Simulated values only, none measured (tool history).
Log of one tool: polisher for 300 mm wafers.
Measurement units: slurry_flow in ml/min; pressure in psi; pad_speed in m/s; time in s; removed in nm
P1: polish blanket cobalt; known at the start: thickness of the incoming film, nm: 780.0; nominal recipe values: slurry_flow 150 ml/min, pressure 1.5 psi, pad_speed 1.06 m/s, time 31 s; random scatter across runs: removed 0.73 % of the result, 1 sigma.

run    day  slurry_flow  pressure  pad_speed  time  removed
  1  0.288          150       1.5       1.06    31  125.980
  2  0.700          150       1.5       1.06    14   57.314
  3  0.900          150       1.2       1.06    47  151.760
  4  1.117          150       1.5       1.68    31  198.900
  5  1.308          150       1.5       0.74    31   88.559
  6  1.517          200       1.5       1.06    31  133.440
  7  1.796          150       1.5       1.06    31  127.500
  8  2.088          150       1.5       1.06    31  127.180
  9  2.308          110       1.5       1.06    31  118.990
 10  2.608          150       2.0       1.06    31  168.180
 11  2.967          150       1.5       1.06    31  125.330
 12  3.325          150       1.5       1.06    49  197.250
 13  3.733          150       0.8       1.06    31   66.708
 14  4.000          150       1.5       0.66    42  106.670
 15  4.354          150       1.5       1.06    31  125.290
 16  4.542          150       1.5       1.06    31  124.990
 17  4.817          150       1.5       1.06    31  123.900
 18  5.050          150       1.5       1.06    31  118.950
 19  5.462          150       1.5       1.06    31  117.900
 20  5.750          150       1.5       1.06    31  113.790
     5.783  -- worn pad replaced by a new one
 21  6.004          150       1.5       1.06    31  114.920
 22  6.238          150       1.5       1.06    31  113.860
 23  6.492          150       1.5       1.06    31  114.050
 24  6.900          150       1.5       1.06    31  113.930
 25  7.204          150       1.5       1.06    31  112.670

The output of P1 has drifted from where it used to be. Each of the 2 causes below, taken at the size shown beside it, accounts for the log equally well:
A: head's pressure below its setpoint, % = 10.2
B: slurry flow missing at the pad, % = 38.8
Creep in the process output first set in at about day 4.542.
The rest of the possible causes, and what rules out each one:
removal rate lost through wear of the pad, %: was serviced at day 5.783, once the creep was under way, yet the earlier output never came back

You are offered 4 check runs, listed below with question marks in place of their results; each one averages 5 wafers. Which run separates the listed causes by giving clearly different results for each?
check 1  7.508          120       1.5       0.82    31        ?
check 2  7.508          150       0.8       1.58    31        ?
check 3  7.508          150       1.5       1.66    31        ?
check 4  7.508          150       1.1       1.06    48        ?

What each check would give under each cause:
  check   result     if A     if B
check 1  removed   83.758   81.808
check 2  removed   89.864   89.856
check 3  removed  177.030  177.010
check 4  removed  128.360  128.350
Per-check spread between the two closest causes, in the result where they differ most: check 1 2.36 %; check 2 0.01 %; check 3 0.01 %; check 4 0.01 %
Only check 1 tells the causes apart: in the others they would give nearly the same result.

Then check 1 was run and gave: removed 81.456 nm. Which cause is it?

It is B: slurry flow missing at the pad, %.
